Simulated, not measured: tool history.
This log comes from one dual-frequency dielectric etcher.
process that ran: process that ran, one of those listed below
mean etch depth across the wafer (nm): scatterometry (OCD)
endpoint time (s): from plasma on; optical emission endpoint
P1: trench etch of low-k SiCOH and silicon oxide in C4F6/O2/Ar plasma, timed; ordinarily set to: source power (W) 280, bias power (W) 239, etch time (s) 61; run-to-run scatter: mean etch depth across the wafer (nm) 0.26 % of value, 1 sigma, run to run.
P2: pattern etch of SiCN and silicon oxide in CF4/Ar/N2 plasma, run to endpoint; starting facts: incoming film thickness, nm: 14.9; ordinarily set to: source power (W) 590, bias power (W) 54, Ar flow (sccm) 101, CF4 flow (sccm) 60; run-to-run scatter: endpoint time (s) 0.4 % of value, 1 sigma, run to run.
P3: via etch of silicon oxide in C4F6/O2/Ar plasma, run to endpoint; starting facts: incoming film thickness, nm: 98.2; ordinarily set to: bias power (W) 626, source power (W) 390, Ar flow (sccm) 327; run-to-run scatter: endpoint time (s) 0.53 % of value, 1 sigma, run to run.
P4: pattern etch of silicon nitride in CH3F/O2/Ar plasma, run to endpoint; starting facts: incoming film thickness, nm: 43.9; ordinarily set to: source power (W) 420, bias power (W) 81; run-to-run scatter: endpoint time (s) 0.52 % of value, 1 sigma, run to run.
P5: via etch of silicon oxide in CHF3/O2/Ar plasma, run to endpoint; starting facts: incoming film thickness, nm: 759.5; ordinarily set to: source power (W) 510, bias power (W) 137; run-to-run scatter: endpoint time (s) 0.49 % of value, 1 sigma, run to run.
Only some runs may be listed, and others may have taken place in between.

run,day,process that ran,source power (W),bias power (W),etch time (s),Ar flow (sccm),CF4 flow (sccm),mean etch depth across the wafer (nm),endpoint time (s)
1,0.296,P1,280,239,61,,,194.15,
2,0.617,P5,510,191,,,,,400.94
3,0.958,P1,280,293,61,,,209.37,
4,1.325,P1,200,239,61,,,170.61,
5,1.525,P3,390,885,,327,,,17.904
6,1.771,P4,420,81,,,,,60.524
7,2.062,P1,380,239,61,,,218.39,
8,2.379,P1,280,239,78.5,,,250.54,
9,2.754,P5,510,137,,,,,446.61
10,3.012,P3,390,626,,327,,,20.68
11,3.325,P1,280,239,61,,,194.19,
12,3.588,P2,590,54,,101,60,,15.09
13,3.979,P1,190,318,61,,,186.02,
14,4.242,P2,590,54,,78,60,,14.289
15,4.429,P2,750,54,,101,60,,12.291
16,4.617,P1,280,239,33.5,,,106.61,
17,4.896,P3,280,626,,327,,,23.117
18,5.267,P4,420,81,,,,,60.517
19,5.662,P1,280,145,61,,,165.61,
20,6.046,P1,280,239,61,,,194.03,
21,6.258,P3,390,626,,461,,,21.286
22,6.558,P1,350,239,79.5,,,275.02,
23,6.875,P4,420,57,,,,,67.722
24,7.238,P4,260,81,,,,,72.522
25,7.55,P1,280,239,61,,,193.82,
26,7.788,P2,590,54,,101,46,,15.828
27,8.179,P1,220,239,86,,,251.31,
28,8.521,P2,590,69,,101,60,,13.992
29,8.717,P5,510,137,,,,,448.59
30,8.904,P5,720,137,,,,,391.27
31,9.296,P1,280,239,61,,,193.79,
32,9.667,P1,280,239,61,,,192.44,
33,9.983,P1,280,239,61,,,191.15,
34,10.258,P1,280,239,61,,,191.21,
35,10.65,P1,280,239,61,,,191.31,
# day 10.754: wet clean of the chamber
36,11.033,P1,280,239,61,,,191.11,
37,11.425,P1,280,239,61,,,190.82,

The output of P1 has drifted from where it used to be. Each of the 2 causes below, taken at the size shown beside it, accounts for the log equally well:
A: bias power that arrives under what is set, % = 4.89
B: source power that arrives under what is set, % = 4.39
The onset of the drift is placed at about day 9.296.
The rest of the possible causes, and what rules out each one:
chamber walls in a state that lowers the etch rate, %: serviced at day 10.754, after the change had begun; the process did not return to its earlier output

Below are 4 check runs, each averaged over 2 wafers, with their results shown as question marks. Which of them would give clearly different results depending on which cause is behind the drift?
check 1,11.817,P4,340,81,,,,,?
check 2,11.817,P3,390,847,,439,,,?
check 3,11.817,P5,670,137,,,,,?
check 4,11.817,P2,590,66,,101,60,,?

What every check run would give for each of its results, assuming each possible cause in turn:
check,result,if A,if B
check 1,endpoint time (s),66.724,66.663
check 2,endpoint time (s),19.281,19.207
check 3,endpoint time (s),408.11,408.85
check 4,endpoint time (s),14.374,14.71
Smallest distance between any two causes, each pair judged by its most separating result, in per cent: check 1 0.09 %; check 2 0.38 %; check 3 0.18 %; check 4 2.31 %
The other checks would show nearly matching results whichever cause is true, so check 4 is the only one that separates the causes.

Check 4 has now been run. It gave: endpoint time (s) 14.709. Which of the candidate causes is it?

The cause is B: source power that arrives under what is set, %.
